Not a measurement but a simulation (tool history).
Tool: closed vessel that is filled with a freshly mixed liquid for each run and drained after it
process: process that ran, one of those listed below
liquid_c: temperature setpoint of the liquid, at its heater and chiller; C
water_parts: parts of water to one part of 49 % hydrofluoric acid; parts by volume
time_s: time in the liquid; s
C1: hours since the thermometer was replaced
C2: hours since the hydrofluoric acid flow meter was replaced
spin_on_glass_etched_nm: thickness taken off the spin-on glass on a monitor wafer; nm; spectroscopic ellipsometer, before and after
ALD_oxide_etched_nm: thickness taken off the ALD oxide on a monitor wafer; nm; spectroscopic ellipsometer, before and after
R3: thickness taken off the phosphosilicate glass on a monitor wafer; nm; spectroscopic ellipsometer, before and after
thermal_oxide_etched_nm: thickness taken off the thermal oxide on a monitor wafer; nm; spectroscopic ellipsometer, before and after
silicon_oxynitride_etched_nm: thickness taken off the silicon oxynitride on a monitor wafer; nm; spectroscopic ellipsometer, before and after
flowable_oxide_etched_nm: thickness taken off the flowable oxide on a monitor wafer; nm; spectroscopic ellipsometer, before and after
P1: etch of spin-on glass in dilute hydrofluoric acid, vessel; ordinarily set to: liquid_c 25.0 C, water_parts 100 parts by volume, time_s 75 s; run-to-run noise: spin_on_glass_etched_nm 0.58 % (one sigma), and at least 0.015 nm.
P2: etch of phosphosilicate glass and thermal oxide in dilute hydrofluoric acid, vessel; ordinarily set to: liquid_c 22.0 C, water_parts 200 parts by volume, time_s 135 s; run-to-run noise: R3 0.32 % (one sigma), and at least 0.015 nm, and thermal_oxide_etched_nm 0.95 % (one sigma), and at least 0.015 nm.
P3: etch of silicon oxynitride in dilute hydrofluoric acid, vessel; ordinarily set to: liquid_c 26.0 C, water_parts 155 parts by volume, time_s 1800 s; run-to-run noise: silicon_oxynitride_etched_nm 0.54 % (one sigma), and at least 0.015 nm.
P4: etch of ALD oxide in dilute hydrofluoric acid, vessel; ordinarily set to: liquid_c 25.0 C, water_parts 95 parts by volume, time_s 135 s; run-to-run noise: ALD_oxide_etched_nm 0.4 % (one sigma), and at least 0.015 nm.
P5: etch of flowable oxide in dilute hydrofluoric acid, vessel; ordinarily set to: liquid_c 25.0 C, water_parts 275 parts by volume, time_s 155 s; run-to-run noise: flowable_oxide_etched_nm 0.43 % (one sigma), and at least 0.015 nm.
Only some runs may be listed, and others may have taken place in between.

Run 1, hour 13.4: process P1, liquid_c 25.0 C, water_parts 100 parts by volume, time_s 75 s; C1 1815.4; C2 368.6. Result: spin_on_glass_etched_nm 38.501 nm.
Run 2, hour 22.9: process P4, liquid_c 25.0 C, water_parts 95 parts by volume, time_s 35 s; C1 1824.9; C2 378.1. Result: ALD_oxide_etched_nm 9.275 nm.
Run 3, hour 36.8: process P1, liquid_c 25.0 C, water_parts 40 parts by volume, time_s 75 s; C1 1838.8; C2 392.0. Result: spin_on_glass_etched_nm 103.990 nm.
Run 4, hour 52.1: process P1, liquid_c 25.0 C, water_parts 100 parts by volume, time_s 75 s; C1 1854.1; C2 407.3. Result: spin_on_glass_etched_nm 38.415 nm.
Run 5, hour 64.5: process P2, liquid_c 22.0 C, water_parts 80 parts by volume, time_s 135 s; C1 1866.5; C2 419.7. Result: R3 149.070 nm, thermal_oxide_etched_nm 7.2892 nm.
Run 6, hour 77.1: process P1, liquid_c 32.0 C, water_parts 100 parts by volume, time_s 75 s; C1 1879.1; C2 432.3. Result: spin_on_glass_etched_nm 50.269 nm.
Run 7, hour 85.3: process P1, liquid_c 25.0 C, water_parts 100 parts by volume, time_s 130 s; C1 1887.3; C2 440.5. Result: spin_on_glass_etched_nm 66.294 nm.
Run 8, hour 97.9: process P3, liquid_c 26.0 C, water_parts 155 parts by volume, time_s 1800 s; C1 1899.9; C2 453.1. Result: silicon_oxynitride_etched_nm 34.5380 nm.
Run 9, hour 112.3: process P3, liquid_c 32.5 C, water_parts 155 parts by volume, time_s 1800 s; C1 1914.3; C2 467.5. Result: silicon_oxynitride_etched_nm 45.7320 nm.
Run 10, hour 124.8: process P1, liquid_c 25.0 C, water_parts 165 parts by volume, time_s 75 s; C1 1926.8; C2 480.0. Result: spin_on_glass_etched_nm 21.396 nm.
Run 11, hour 139.5: process P1, liquid_c 25.0 C, water_parts 100 parts by volume, time_s 75 s; C1 1941.5; C2 494.7. Result: spin_on_glass_etched_nm 38.513 nm.
Run 12, hour 148.8: process P5, liquid_c 17.5 C, water_parts 275 parts by volume, time_s 155 s; C1 1950.8; C2 504.0. Result: flowable_oxide_etched_nm 8.4223 nm.
Run 13, hour 164.7: process P3, liquid_c 26.0 C, water_parts 155 parts by volume, time_s 1800 s; C1 1966.7; C2 519.9. Result: silicon_oxynitride_etched_nm 34.1960 nm.
Run 14, hour 177.4: process P1, liquid_c 19.0 C, water_parts 100 parts by volume, time_s 75 s; C1 1979.4; C2 532.6. Result: spin_on_glass_etched_nm 30.008 nm.
Run 15, hour 185.4: process P1, liquid_c 25.0 C, water_parts 100 parts by volume, time_s 75 s; C1 1987.4; C2 540.6. Result: spin_on_glass_etched_nm 38.037 nm.
Run 16, hour 200.7: process P4, liquid_c 25.0 C, water_parts 165 parts by volume, time_s 135 s; C1 2002.7; C2 555.9. Result: ALD_oxide_etched_nm 18.964 nm.
Run 17, hour 210.0: process P5, liquid_c 25.0 C, water_parts 475 parts by volume, time_s 155 s; C1 2012.0; C2 565.2. Result: flowable_oxide_etched_nm 5.3481 nm.
Run 18, hour 226.0: process P2, liquid_c 26.0 C, water_parts 200 parts by volume, time_s 135 s; C1 2028.0; C2 581.2. Result: R3 60.617 nm, thermal_oxide_etched_nm 3.0092 nm.
Run 19, hour 239.5: process P1, liquid_c 25.0 C, water_parts 30 parts by volume, time_s 35 s; C1 2041.5; C2 594.7. Result: spin_on_glass_etched_nm 65.752 nm.
Run 20, hour 253.3: process P5, liquid_c 25.0 C, water_parts 275 parts by volume, time_s 155 s; C1 2055.3; C2 608.5. Result: flowable_oxide_etched_nm 11.0310 nm.
Run 21, hour 265.7: process P4, liquid_c 25.0 C, water_parts 95 parts by volume, time_s 135 s; C1 2067.7; C2 620.9. Result: ALD_oxide_etched_nm 35.925 nm.
Run 22, hour 276.1: process P2, liquid_c 22.0 C, water_parts 200 parts by volume, time_s 240 s; C1 2078.1; C2 631.3. Result: R3 92.763 nm, thermal_oxide_etched_nm 4.6725 nm.
Run 23, hour 292.0: process P1, liquid_c 25.0 C, water_parts 100 parts by volume, time_s 75 s; C1 2094.0; C2 647.2. Result: spin_on_glass_etched_nm 38.413 nm.
Run 24, hour 302.6: process P5, liquid_c 25.0 C, water_parts 275 parts by volume, time_s 155 s; C1 2104.6; C2 657.8. Result: flowable_oxide_etched_nm 11.1240 nm.
Run 25, hour 313.6: process P3, liquid_c 26.0 C, water_parts 155 parts by volume, time_s 445 s; C1 2115.6; C2 668.8. Result: silicon_oxynitride_etched_nm 8.4545 nm.

Expected results for the next run?
Run 26, hour 325.7: process P1, liquid_c 17.5 C, water_parts 145 parts by volume, time_s 75 s; C1 2127.7; C2 680.9. Result: spin_on_glass_etched_nm ?.

Run 26 gave spin_on_glass_etched_nm 18.498 nm.

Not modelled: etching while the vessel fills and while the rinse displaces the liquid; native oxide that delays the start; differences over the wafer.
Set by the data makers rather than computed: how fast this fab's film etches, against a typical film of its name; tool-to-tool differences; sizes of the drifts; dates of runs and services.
